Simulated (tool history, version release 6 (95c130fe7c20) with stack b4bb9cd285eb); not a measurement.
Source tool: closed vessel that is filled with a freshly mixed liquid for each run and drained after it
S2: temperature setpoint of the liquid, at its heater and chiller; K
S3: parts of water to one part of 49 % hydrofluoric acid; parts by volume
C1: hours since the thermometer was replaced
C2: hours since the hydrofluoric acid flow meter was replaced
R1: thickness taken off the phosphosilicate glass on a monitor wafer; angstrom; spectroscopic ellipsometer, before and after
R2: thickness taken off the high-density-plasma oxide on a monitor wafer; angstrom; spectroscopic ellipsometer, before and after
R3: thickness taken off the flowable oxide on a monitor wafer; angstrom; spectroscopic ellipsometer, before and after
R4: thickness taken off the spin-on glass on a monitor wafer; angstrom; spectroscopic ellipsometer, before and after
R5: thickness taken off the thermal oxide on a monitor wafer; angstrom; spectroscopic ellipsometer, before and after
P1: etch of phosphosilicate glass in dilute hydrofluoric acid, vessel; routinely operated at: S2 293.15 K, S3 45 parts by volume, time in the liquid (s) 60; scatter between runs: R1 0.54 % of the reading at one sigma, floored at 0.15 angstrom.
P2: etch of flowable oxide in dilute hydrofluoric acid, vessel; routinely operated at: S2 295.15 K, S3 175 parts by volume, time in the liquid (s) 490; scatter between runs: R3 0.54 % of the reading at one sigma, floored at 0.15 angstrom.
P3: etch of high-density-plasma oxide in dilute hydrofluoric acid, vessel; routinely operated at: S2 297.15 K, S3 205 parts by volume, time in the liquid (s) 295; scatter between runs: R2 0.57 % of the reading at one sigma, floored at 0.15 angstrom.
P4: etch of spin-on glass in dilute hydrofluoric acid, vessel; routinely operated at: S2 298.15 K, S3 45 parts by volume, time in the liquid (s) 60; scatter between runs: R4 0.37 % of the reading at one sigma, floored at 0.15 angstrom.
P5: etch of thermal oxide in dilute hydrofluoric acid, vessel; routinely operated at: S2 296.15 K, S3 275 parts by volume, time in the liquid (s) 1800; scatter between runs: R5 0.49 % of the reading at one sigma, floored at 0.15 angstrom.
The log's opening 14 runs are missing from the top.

Run 15, hour 194.6: process that ran P1, S2 293.15 K, S3 45 parts by volume, time in the liquid (s) 90; C1 1197.3; C2 364.4. Result: R1 1060.80 angstrom.
Run 16, hour 209.6: process that ran P1, S2 293.15 K, S3 45 parts by volume, time in the liquid (s) 60; C1 1212.3; C2 379.4. Result: R1 715.68 angstrom.
Run 17, hour 220.5: process that ran P5, S2 304.15 K, S3 275 parts by volume, time in the liquid (s) 1800; C1 1223.2; C2 390.3. Result: R5 336.210 angstrom.
Run 18, hour 235.8: process that ran P1, S2 290.15 K, S3 45 parts by volume, time in the liquid (s) 60; C1 1238.5; C2 405.6. Result: R1 628.58 angstrom.
Run 19, hour 250.8: process that ran P1, S2 293.15 K, S3 60 parts by volume, time in the liquid (s) 90; C1 1253.5; C2 420.6. Result: R1 787.07 angstrom.
Run 20, hour 260.5: process that ran P3, S2 297.15 K, S3 205 parts by volume, time in the liquid (s) 40; C1 1263.2; C2 430.3. Result: R2 9.0866 angstrom.
Run 21, hour 270.5: process that ran P1, S2 290.15 K, S3 45 parts by volume, time in the liquid (s) 115; C1 1273.2; C2 440.3. Result: R1 1201.90 angstrom.
Run 22, hour 288.8: process that ran P1, S2 290.15 K, S3 45 parts by volume, time in the liquid (s) 90; C1 1291.5; C2 458.6. Result: R1 950.81 angstrom.
Run 23, hour 304.0: process that ran P1, S2 300.15 K, S3 45 parts by volume, time in the liquid (s) 60; C1 1306.7; C2 473.8. Result: R1 952.15 angstrom.
Run 24, hour 317.4: process that ran P2, S2 295.15 K, S3 45 parts by volume, time in the liquid (s) 490; C1 1320.1; C2 487.2. Result: R3 2662.90 angstrom.
Run 25, hour 329.2: process that ran P1, S2 293.15 K, S3 45 parts by volume, time in the liquid (s) 60; C1 1331.9; C2 499.0. Result: R1 715.93 angstrom.
Run 26, hour 343.5: process that ran P3, S2 305.15 K, S3 205 parts by volume, time in the liquid (s) 295; C1 1346.2; C2 513.3. Result: R2 87.3780 angstrom.
Run 27, hour 353.9: process that ran P2, S2 295.15 K, S3 175 parts by volume, time in the liquid (s) 800; C1 1356.6; C2 523.7. Result: R3 962.63 angstrom.
Run 28, hour 371.7: process that ran P4, S2 298.15 K, S3 45 parts by volume, time in the liquid (s) 105; C1 1374.4; C2 541.5. Result: R4 757.32 angstrom.
Run 29, hour 383.3: process that ran P4, S2 293.65 K, S3 45 parts by volume, time in the liquid (s) 60; C1 1386.0; C2 553.1. Result: R4 359.15 angstrom.
Run 30, hour 400.7: process that ran P1, S2 293.15 K, S3 20 parts by volume, time in the liquid (s) 60; C1 1403.4; C2 570.5. Result: R1 1654.80 angstrom.
Run 31, hour 411.5: process that ran P1, S2 293.15 K, S3 45 parts by volume, time in the liquid (s) 60; C1 1414.2; C2 581.3. Result: R1 711.68 angstrom.

What does the tool deliver on the next run?
Run 32, hour 423.8: process that ran P1, S2 293.15 K, S3 45 parts by volume, time in the liquid (s) 60; C1 1426.5; C2 593.6. Result: R1 ?.

{"run 32": {"R1": 682.87}}

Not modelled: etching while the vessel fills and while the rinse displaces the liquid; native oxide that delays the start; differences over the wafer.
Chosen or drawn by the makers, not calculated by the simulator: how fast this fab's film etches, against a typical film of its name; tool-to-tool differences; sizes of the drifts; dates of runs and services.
